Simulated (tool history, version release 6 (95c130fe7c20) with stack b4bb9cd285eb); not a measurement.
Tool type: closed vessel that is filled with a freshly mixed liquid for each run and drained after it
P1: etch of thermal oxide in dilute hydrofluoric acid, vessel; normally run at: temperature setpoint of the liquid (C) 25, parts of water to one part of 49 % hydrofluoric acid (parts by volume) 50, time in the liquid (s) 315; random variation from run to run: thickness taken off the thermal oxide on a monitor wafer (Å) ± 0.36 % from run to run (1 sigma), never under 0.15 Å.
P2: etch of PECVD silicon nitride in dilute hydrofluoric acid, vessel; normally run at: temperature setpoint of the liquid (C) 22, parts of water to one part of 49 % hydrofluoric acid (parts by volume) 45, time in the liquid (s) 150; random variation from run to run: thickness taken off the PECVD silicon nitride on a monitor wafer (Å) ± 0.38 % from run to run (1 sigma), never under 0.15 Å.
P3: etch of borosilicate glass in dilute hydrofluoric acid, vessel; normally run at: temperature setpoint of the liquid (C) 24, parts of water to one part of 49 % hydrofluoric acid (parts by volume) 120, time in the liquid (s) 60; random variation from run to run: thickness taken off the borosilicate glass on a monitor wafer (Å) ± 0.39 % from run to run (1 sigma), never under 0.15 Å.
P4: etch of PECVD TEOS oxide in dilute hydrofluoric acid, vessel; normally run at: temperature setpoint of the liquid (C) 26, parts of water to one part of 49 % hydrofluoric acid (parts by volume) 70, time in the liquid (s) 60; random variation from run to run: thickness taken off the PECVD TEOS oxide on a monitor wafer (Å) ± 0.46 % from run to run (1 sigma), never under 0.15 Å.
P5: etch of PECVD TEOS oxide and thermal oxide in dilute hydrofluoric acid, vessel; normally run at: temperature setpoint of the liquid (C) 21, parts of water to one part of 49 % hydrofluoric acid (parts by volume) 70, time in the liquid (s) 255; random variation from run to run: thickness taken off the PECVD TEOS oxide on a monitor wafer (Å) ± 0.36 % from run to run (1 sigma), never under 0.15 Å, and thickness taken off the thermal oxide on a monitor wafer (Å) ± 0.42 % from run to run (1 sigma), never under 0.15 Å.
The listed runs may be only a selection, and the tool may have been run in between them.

run,day,process that ran,temperature setpoint of the liquid (C),parts of water to one part of 49 % hydrofluoric acid (parts by volume),time in the liquid (s),hours since the thermometer was replaced,hours since the hydrofluoric acid flow meter was replaced,thickness taken off the thermal oxide on a monitor wafer (Å),thickness taken off the borosilicate glass on a monitor wafer (Å),thickness taken off the PECVD TEOS oxide on a monitor wafer (Å),thickness taken off the PECVD silicon nitride on a monitor wafer (Å)
1,0.642,P1,25,50,315,382.5,659.5,323.46,,,
2,1.246,P3,24,120,60,397,674,,184.61,,
3,1.838,P4,26,70,30,411.2,688.2,,,71.637,
4,2.496,P2,29,45,150,427,704,,,,84.998
5,2.888,P1,25,50,315,436.4,713.4,325.38,,,
6,3.417,P2,22,45,50,449.1,726.1,,,,17.332
7,3.833,P4,26,40,60,459.1,736.1,,,261.07,
8,4.229,P1,17.5,50,525,468.6,745.6,395.2,,,
9,4.692,P1,31.5,30,315,479.7,756.7,720.97,,,
10,5.396,P1,30.5,50,315,496.6,773.6,403.29,,,
11,5.888,P1,25,50,315,508.4,785.4,326.82,,,
12,6.408,P5,21,70,255,520.9,797.9,163.46,,599.48,
13,6.758,P5,21,70,255,529.3,806.3,163.04,,605.49,
# day 6.804: thermometer replaced
14,7.346,P1,25,50,315,13,820.4,324.47,,,
15,7.929,P2,22,45,150,27,834.4,,,,53.232
# day 8.288: hydrofluoric acid flow meter replaced
16,8.433,P5,21,25,255,39.1,3.6,481.34,,1779,
17,8.975,P2,22,20,150,52.1,16.6,,,,116.13
18,9.538,P1,25,50,315,65.6,30.1,322.59,,,
19,10.192,P1,25,50,315,81.3,45.8,323.85,,,
20,10.896,P3,24,30,60,98.2,62.7,,831.72,,
21,11.538,P1,25,50,90,113.6,78.1,91.616,,,
22,12.229,P4,26,70,60,130.2,94.7,,,143.87,
23,12.871,P5,29,70,255,145.6,110.1,225.68,,828.59,

The next listed run, before its measurement:
24,13.454,P3,24,120,30,159.6,124.1,,?,,

Logged for run 24: thickness taken off the borosilicate glass on a monitor wafer (Å) 91.863.
